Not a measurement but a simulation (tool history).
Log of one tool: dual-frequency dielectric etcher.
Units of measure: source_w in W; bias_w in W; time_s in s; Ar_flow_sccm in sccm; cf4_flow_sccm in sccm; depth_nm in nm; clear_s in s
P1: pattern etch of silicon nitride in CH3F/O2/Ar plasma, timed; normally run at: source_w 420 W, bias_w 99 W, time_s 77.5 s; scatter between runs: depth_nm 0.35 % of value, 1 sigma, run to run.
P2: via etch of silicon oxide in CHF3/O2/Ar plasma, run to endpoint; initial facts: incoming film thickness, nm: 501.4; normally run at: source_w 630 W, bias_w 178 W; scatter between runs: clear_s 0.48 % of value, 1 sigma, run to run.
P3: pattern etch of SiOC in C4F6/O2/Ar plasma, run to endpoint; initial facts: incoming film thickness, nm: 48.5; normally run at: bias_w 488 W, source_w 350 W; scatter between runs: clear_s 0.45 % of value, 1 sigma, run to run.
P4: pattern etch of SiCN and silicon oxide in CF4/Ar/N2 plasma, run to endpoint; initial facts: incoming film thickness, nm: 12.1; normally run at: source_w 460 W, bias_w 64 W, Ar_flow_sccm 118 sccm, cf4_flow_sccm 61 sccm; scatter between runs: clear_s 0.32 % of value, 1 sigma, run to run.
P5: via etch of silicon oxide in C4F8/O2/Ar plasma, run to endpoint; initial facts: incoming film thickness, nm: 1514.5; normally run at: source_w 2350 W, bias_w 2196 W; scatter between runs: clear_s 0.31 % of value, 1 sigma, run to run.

run	day	process	source_w	bias_w	time_s	Ar_flow_sccm	cf4_flow_sccm	depth_nm	clear_s
1	0.446	P1	420	99	77.5			62.329	
2	0.800	P5	2350	2196					273.600
3	1.117	P1	420	141	77.5			71.155	
4	1.471	P1	420	81	77.5			57.887	
5	1.862	P1	530	79	77.5			62.852	
6	2.296	P5	2350	1285					317.220
7	2.558	P4	460	64		118	85		14.422
8	2.983	P2	630	178					247.090
9	3.400	P1	420	99	77.5			62.304	
10	3.867	P1	420	99	43.0			34.675	
# day 4.221: wet clean of the chamber
11	4.396	P4	460	64		165	61		16.060
12	4.862	P3	350	488					16.795
13	5.188	P5	1390	2196					338.460
14	5.558	P1	420	99	109.5			87.925	
15	6.058	P5	2350	2196					274.140
16	6.542	P2	630	235					224.240
17	6.846	P3	210	488					20.281
18	7.133	P2	870	178					216.610
19	7.521	P4	460	45		118	61		16.963
20	8.029	P1	580	99	77.5			70.577	
21	8.562	P4	620	64		118	61		11.614
22	9.092	P1	420	99	77.5			62.692	
23	9.567	P1	420	99	77.5			62.007	
24	9.933	P3	350	346					19.064
25	10.221	P4	460	64		118	61		15.129
26	10.462	P1	330	99	77.5			57.097	
27	10.958	P1	420	99	77.5			62.373	
28	11.212	P1	420	99	77.5			62.193	
29	11.546	P1	420	99	77.5			62.864	
30	11.958	P1	420	99	77.5			63.081	
31	12.483	P1	420	99	77.5			63.245	
# day 12.575: wet clean of the chamber
32	12.796	P1	420	99	77.5			63.194	
33	13.304	P1	420	99	77.5			63.475	
34	13.550	P1	420	99	77.5			63.258	
35	14.046	P1	420	99	77.5			63.501	
36	14.588	P1	420	99	77.5			63.460	
37	14.912	P1	420	99	77.5			63.510	
38	15.421	P1	420	99	77.5			63.184	

What P1 gives has crept away from where it was. These 2 causes fit the log equally well, each at the size given:
A: bias power that arrives over what is set, % = 4.95
B: source power that arrives over what is set, % = 4.86
The drift started at roughly day 10.958.
Why every other cause is out:
chamber walls in a state that raises the etch rate, %: its service at day 12.575 followed the start of the drift and did not put the process back to its old value

Which of the 4 check runs listed below separates the causes, so that each cause would produce a clearly different result? Each run uses one wafer, and its results are marked with question marks.
check 1	15.929	P4	460	45		118	84		?
check 2	15.929	P3	280	488					?
check 3	15.929	P2	830	221					?
check 4	15.929	P5	2350	1575					?

Expected result of each check under each candidate cause:
check	result	if A	if B
check 1	clear_s	15.805	15.369
check 2	clear_s	17.898	17.914
check 3	clear_s	203.070	202.780
check 4	clear_s	295.640	293.770
Per check, the gap between the least separated pair of causes, taken in the result that splits them most: check 1 2.79 %; check 2 0.09 %; check 3 0.14 %; check 4 0.63 %
Only check 1 tells the causes apart: in the others they would give nearly the same result.

Running check 1 produced the following: clear_s 15.789 s. Which one of the listed causes fits?

The cause is A: bias power that arrives over what is set, %.
